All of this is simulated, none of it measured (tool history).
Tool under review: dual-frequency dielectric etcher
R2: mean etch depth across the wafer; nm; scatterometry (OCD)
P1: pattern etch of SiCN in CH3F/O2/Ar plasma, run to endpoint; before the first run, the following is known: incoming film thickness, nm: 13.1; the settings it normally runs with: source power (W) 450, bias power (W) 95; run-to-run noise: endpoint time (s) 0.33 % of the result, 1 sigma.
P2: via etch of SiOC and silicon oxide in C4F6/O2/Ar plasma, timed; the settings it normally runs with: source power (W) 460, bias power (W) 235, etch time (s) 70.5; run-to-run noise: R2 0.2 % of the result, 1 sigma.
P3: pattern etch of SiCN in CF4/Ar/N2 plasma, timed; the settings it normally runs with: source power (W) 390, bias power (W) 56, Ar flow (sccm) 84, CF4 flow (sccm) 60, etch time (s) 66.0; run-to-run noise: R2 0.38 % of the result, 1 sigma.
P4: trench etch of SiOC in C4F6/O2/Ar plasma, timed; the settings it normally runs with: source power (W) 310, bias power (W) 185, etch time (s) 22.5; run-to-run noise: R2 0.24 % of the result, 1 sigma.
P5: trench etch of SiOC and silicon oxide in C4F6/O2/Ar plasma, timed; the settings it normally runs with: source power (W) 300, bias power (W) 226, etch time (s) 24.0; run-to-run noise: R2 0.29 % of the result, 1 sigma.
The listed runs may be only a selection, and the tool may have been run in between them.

{"run": 1, "hour": 8.9, "process that ran": "P1", "source power (W)": 450, "bias power (W)": 95, "endpoint time (s)": 29.83}
{"run": 2, "hour": 27.8, "process that ran": "P2", "source power (W)": 630, "bias power (W)": 235, "etch time (s)": 70.5, "R2": 105.29}
{"run": 3, "hour": 44.6, "process that ran": "P3", "source power (W)": 390, "bias power (W)": 56, "etch time (s)": 66.0, "Ar flow (sccm)": 84, "CF4 flow (sccm)": 60, "R2": 45.129}
{"run": 4, "hour": 62.3, "process that ran": "P5", "source power (W)": 180, "bias power (W)": 226, "etch time (s)": 24.0, "R2": 38.114}
{"run": 5, "hour": 79.9, "process that ran": "P4", "source power (W)": 310, "bias power (W)": 185, "etch time (s)": 17.0, "R2": 32.154}
{"run": 6, "hour": 91.0, "process that ran": "P1", "source power (W)": 340, "bias power (W)": 119, "endpoint time (s)": 30.415}
{"run": 7, "hour": 108.4, "process that ran": "P1", "source power (W)": 450, "bias power (W)": 95, "endpoint time (s)": 29.864}
{"run": 8, "hour": 117.5, "process that ran": "P4", "source power (W)": 240, "bias power (W)": 185, "etch time (s)": 22.5, "R2": 38.49}
{"run": 9, "hour": 127.5, "process that ran": "P1", "source power (W)": 450, "bias power (W)": 95, "endpoint time (s)": 29.885}
{"run": 10, "hour": 138.3, "process that ran": "P1", "source power (W)": 620, "bias power (W)": 130, "endpoint time (s)": 23.496}
{"run": 11, "hour": 154.5, "process that ran": "P3", "source power (W)": 290, "bias power (W)": 56, "etch time (s)": 66.0, "Ar flow (sccm)": 84, "CF4 flow (sccm)": 60, "R2": 34.636}
{"run": 12, "hour": 165.5, "process that ran": "P2", "source power (W)": 460, "bias power (W)": 323, "etch time (s)": 70.5, "R2": 104.39}
{"run": 13, "hour": 183.8, "process that ran": "P3", "source power (W)": 390, "bias power (W)": 56, "etch time (s)": 90.5, "Ar flow (sccm)": 84, "CF4 flow (sccm)": 60, "R2": 61.728}
{"run": 14, "hour": 193.1, "process that ran": "P3", "source power (W)": 390, "bias power (W)": 36, "etch time (s)": 66.0, "Ar flow (sccm)": 84, "CF4 flow (sccm)": 60, "R2": 39.161}
{"run": 15, "hour": 208.9, "process that ran": "P5", "source power (W)": 300, "bias power (W)": 226, "etch time (s)": 24.0, "R2": 46.349}
{"run": 16, "hour": 224.7, "process that ran": "P1", "source power (W)": 580, "bias power (W)": 95, "endpoint time (s)": 27.25}
{"run": 17, "hour": 233.7, "process that ran": "P2", "source power (W)": 460, "bias power (W)": 235, "etch time (s)": 70.5, "R2": 93.579}
{"run": 18, "hour": 246.2, "process that ran": "P1", "source power (W)": 450, "bias power (W)": 130, "endpoint time (s)": 26.419}
{"run": 19, "hour": 260.7, "process that ran": "P1", "source power (W)": 450, "bias power (W)": 95, "endpoint time (s)": 29.777}
{"run": 20, "hour": 272.6, "process that ran": "P2", "source power (W)": 460, "bias power (W)": 235, "etch time (s)": 70.5, "R2": 93.669}
{"run": 21, "hour": 286.8, "process that ran": "P2", "source power (W)": 460, "bias power (W)": 235, "etch time (s)": 90.5, "R2": 119.8}
{"run": 22, "hour": 302.1, "process that ran": "P1", "source power (W)": 450, "bias power (W)": 95, "endpoint time (s)": 29.867}
{"run": 23, "hour": 314.0, "process that ran": "P3", "source power (W)": 390, "bias power (W)": 56, "etch time (s)": 66.0, "Ar flow (sccm)": 58, "CF4 flow (sccm)": 60, "R2": 47.588}
{"run": 24, "hour": 327.7, "process that ran": "P1", "source power (W)": 450, "bias power (W)": 95, "endpoint time (s)": 29.829}
{"run": 25, "hour": 337.1, "process that ran": "P1", "source power (W)": 330, "bias power (W)": 120, "endpoint time (s)": 30.608}
{"run": 26, "hour": 346.2, "process that ran": "P4", "source power (W)": 310, "bias power (W)": 185, "etch time (s)": 22.5, "R2": 42.528}
{"run": 27, "hour": 363.8, "process that ran": "P1", "source power (W)": 450, "bias power (W)": 73, "endpoint time (s)": 32.914}
{"run": 28, "hour": 381.5, "process that ran": "P3", "source power (W)": 390, "bias power (W)": 56, "etch time (s)": 66.0, "Ar flow (sccm)": 84, "CF4 flow (sccm)": 75, "R2": 46.38}
{"hour": 385.6, "done": "source power generator calibrated"}
{"run": 29, "hour": 397.0, "process that ran": "P5", "source power (W)": 300, "bias power (W)": 226, "etch time (s)": 29.5, "R2": 56.805}
{"run": 30, "hour": 406.0, "process that ran": "P1", "source power (W)": 450, "bias power (W)": 95, "endpoint time (s)": 29.691}

Run 31 comes next. What will it give?
{"run": 31, "hour": 417.3, "process that ran": "P3", "source power (W)": 390, "bias power (W)": 56, "etch time (s)": 66.0, "Ar flow (sccm)": 84, "CF4 flow (sccm)": 60, "R2": "?"}

Run 31 yielded R2 44.940 nm.
